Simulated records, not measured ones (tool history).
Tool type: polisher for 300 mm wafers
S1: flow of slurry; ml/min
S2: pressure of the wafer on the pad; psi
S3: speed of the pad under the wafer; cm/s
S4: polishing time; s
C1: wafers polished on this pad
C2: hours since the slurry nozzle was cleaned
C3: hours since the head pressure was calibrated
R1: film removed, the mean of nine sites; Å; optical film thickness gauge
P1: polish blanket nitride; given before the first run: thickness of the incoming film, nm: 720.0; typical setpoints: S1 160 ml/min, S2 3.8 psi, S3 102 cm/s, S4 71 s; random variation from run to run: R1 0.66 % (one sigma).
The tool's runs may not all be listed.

| run | day | S1 | S2 | S3 | S4 | C1 | C2 | C3 | R1 |
|---|---|---|---|---|---|---|---|---|---|
| 1 | 0.408 | 160 | 3.8 | 102 | 71 | 879 | 337.2 | 635.5 | 1432.1 |
| 2 | 0.962 | 160 | 3.8 | 154 | 71 | 1007 | 350.5 | 648.8 | 2002.9 |
| 3 | 1.3 | 160 | 1.7 | 102 | 71 | 1084 | 358.6 | 656.9 | 643.87 |
| 4 | 1.933 | 160 | 3.8 | 46 | 71 | 1230 | 373.8 | 672.1 | 757.23 |
| 5 | 2.492 | 160 | 3.8 | 102 | 71 | 1359 | 387.2 | 685.5 | 1433.9 |
| 6 | 2.896 | 160 | 3.8 | 102 | 34 | 1452 | 396.9 | 695.2 | 686.48 |
|  | 2.904 | head pressure recalibrated |
| 7 | 3.462 | 240 | 3.8 | 102 | 71 | 1582 | 410.5 | 13.4 | 1511 |
| 8 | 4.029 | 105 | 3.8 | 102 | 71 | 1713 | 424.1 | 27 | 1317 |
| 9 | 4.412 | 160 | 3.8 | 102 | 71 | 1801 | 433.3 | 36.2 | 1423.2 |
| 10 | 4.904 | 160 | 3.8 | 102 | 106 | 1914 | 445.1 | 48 | 2141.6 |
| 11 | 5.221 | 95 | 3.8 | 102 | 32 | 1987 | 452.7 | 55.6 | 586.56 |
| 12 | 5.588 | 160 | 3.8 | 102 | 71 | 2072 | 461.5 | 64.4 | 1420 |
| 13 | 5.933 | 160 | 5.9 | 102 | 71 | 2151 | 469.8 | 72.7 | 2200.3 |
| 14 | 6.538 | 160 | 3.8 | 102 | 71 | 2290 | 484.3 | 87.2 | 1424 |
| 15 | 6.933 | 160 | 3.8 | 102 | 71 | 2382 | 493.8 | 96.7 | 1446 |

Run 16, settings as shown, results not yet in. Your forecast:
| 16 | 7.5 | 160 | 3.8 | 102 | 71 | 2512 | 507.4 | 110.3 | ? |

R1: 1390.4 Å
